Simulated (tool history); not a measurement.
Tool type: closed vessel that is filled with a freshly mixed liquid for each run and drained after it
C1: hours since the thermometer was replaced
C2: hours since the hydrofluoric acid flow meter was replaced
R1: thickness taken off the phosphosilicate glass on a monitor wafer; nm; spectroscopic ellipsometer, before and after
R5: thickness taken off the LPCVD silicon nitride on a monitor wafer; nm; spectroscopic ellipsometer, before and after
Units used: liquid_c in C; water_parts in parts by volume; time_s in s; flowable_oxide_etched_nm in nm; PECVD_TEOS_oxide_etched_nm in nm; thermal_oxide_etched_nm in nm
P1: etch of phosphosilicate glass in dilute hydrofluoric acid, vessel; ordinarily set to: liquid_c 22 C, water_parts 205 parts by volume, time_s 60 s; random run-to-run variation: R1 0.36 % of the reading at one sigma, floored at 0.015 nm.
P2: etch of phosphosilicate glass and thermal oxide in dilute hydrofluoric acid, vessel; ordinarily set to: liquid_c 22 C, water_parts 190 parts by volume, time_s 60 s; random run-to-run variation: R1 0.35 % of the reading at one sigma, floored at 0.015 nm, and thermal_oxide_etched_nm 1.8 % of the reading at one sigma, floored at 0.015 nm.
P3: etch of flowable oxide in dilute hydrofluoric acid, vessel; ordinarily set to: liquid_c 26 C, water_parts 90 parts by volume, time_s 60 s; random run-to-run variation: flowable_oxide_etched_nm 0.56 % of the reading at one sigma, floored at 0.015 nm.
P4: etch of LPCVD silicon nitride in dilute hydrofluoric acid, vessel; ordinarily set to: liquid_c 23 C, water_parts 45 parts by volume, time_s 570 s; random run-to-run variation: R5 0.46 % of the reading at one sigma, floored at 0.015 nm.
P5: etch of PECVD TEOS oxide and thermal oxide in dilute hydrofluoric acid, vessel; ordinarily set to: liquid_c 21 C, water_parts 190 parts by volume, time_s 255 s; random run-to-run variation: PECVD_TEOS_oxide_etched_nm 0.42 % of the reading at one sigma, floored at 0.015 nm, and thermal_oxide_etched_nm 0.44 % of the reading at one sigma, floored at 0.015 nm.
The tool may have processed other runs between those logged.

run 1 hour=15.4 | process=P1 liquid_c=22 water_parts=205 time_s=60 | C1=391.5 C2=404.7 | R1=49.597
run 2 hour=25.7 | process=P3 liquid_c=26 water_parts=90 time_s=60 | C1=401.8 C2=415 | flowable_oxide_etched_nm=19.017
run 3 hour=43.1 | process=P1 liquid_c=22 water_parts=205 time_s=60 | C1=419.2 C2=432.4 | R1=49.849
run 4 hour=52.1 | process=P1 liquid_c=22 water_parts=205 time_s=35 | C1=428.2 C2=441.4 | R1=29.102
run 5 hour=70.7 | process=P5 liquid_c=17 water_parts=190 time_s=255 | C1=446.8 C2=460 | PECVD_TEOS_oxide_etched_nm=12.565 thermal_oxide_etched_nm=4.1452
run 6 hour=79 | process=P4 liquid_c=23 water_parts=45 time_s=570 | C1=455.1 C2=468.3 | R5=5.5374
run 7 hour=93.3 | process=P3 liquid_c=26 water_parts=155 time_s=60 | C1=469.4 C2=482.6 | flowable_oxide_etched_nm=10.208
run 8 hour=101.7 | process=P1 liquid_c=22 water_parts=305 time_s=60 | C1=477.8 C2=491 | R1=30.309
run 9 hour=110.4 | process=P3 liquid_c=26 water_parts=90 time_s=105 | C1=486.5 C2=499.7 | flowable_oxide_etched_nm=33.514
run 10 hour=121 | process=P2 liquid_c=22 water_parts=80 time_s=60 | C1=497.1 C2=510.3 | R1=43.023 thermal_oxide_etched_nm=3.286
run 11 hour=132.1 | process=P1 liquid_c=22 water_parts=205 time_s=60 | C1=508.2 C2=521.4 | R1=49.664
run 12 hour=141.6 | process=P1 liquid_c=22 water_parts=205 time_s=60 | C1=517.7 C2=530.9 | R1=49.894
run 13 hour=156.8 | process=P1 liquid_c=29 water_parts=205 time_s=60 | C1=532.9 C2=546.1 | R1=64.427
run 14 hour=166.2 | process=P1 liquid_c=18.5 water_parts=120 time_s=60 | C1=542.3 C2=555.5 | R1=81.185
run 15 hour=179.3 | process=P5 liquid_c=21 water_parts=190 time_s=255 | C1=555.4 C2=568.6 | PECVD_TEOS_oxide_etched_nm=14.734 thermal_oxide_etched_nm=4.848
run 16 hour=195.6 | process=P5 liquid_c=21 water_parts=190 time_s=255 | C1=571.7 C2=584.9 | PECVD_TEOS_oxide_etched_nm=14.505 thermal_oxide_etched_nm=4.8677
run 17 hour=213.8 | process=P5 liquid_c=21 water_parts=190 time_s=70 | C1=589.9 C2=603.1 | PECVD_TEOS_oxide_etched_nm=4.0495 thermal_oxide_etched_nm=1.3561
run 18 hour=228.8 | process=P1 liquid_c=22 water_parts=205 time_s=110 | C1=604.9 C2=618.1 | R1=91.095
run 19 hour=236.9 | process=P4 liquid_c=23 water_parts=45 time_s=570 | C1=613 C2=626.2 | R5=5.5518
run 20 hour=248.3 | process=P1 liquid_c=22 water_parts=100 time_s=60 | C1=624.4 C2=637.6 | R1=114.02
run 21 hour=263.7 | process=P4 liquid_c=23 water_parts=45 time_s=1015 | C1=639.8 C2=653 | R5=10.032
run 22 hour=275.2 | process=P2 liquid_c=22 water_parts=190 time_s=110 | C1=651.3 C2=664.5 | R1=29.42 thermal_oxide_etched_nm=2.1957
run 23 hour=286.2 | process=P1 liquid_c=22 water_parts=205 time_s=60 | C1=662.3 C2=675.5 | R1=49.857
run 24 hour=296.4 | process=P2 liquid_c=22 water_parts=190 time_s=60 | C1=672.5 C2=685.7 | R1=16.137 thermal_oxide_etched_nm=1.2655
run 25 hour=312 | process=P4 liquid_c=23 water_parts=20 time_s=570 | C1=688.1 C2=701.3 | R5=12.04
run 26 hour=321.1 | process=P1 liquid_c=22 water_parts=205 time_s=60 | C1=697.2 C2=710.4 | R1=49.924
run 27 hour=329.5 | process=P3 liquid_c=26 water_parts=90 time_s=60 | C1=705.6 C2=718.8 | flowable_oxide_etched_nm=18.966
run 28 hour=339.2 | process=P1 liquid_c=22 water_parts=205 time_s=60 | C1=715.3 C2=728.5 | R1=49.697

Run 29 comes next. What will it give?
run 29 hour=355.3 | process=P2 liquid_c=22 water_parts=190 time_s=60 | C1=731.4 C2=744.6 | R1=? thermal_oxide_etched_nm=?

{"run 29": {"R1": 15.994, "thermal_oxide_etched_nm": 1.2739}}

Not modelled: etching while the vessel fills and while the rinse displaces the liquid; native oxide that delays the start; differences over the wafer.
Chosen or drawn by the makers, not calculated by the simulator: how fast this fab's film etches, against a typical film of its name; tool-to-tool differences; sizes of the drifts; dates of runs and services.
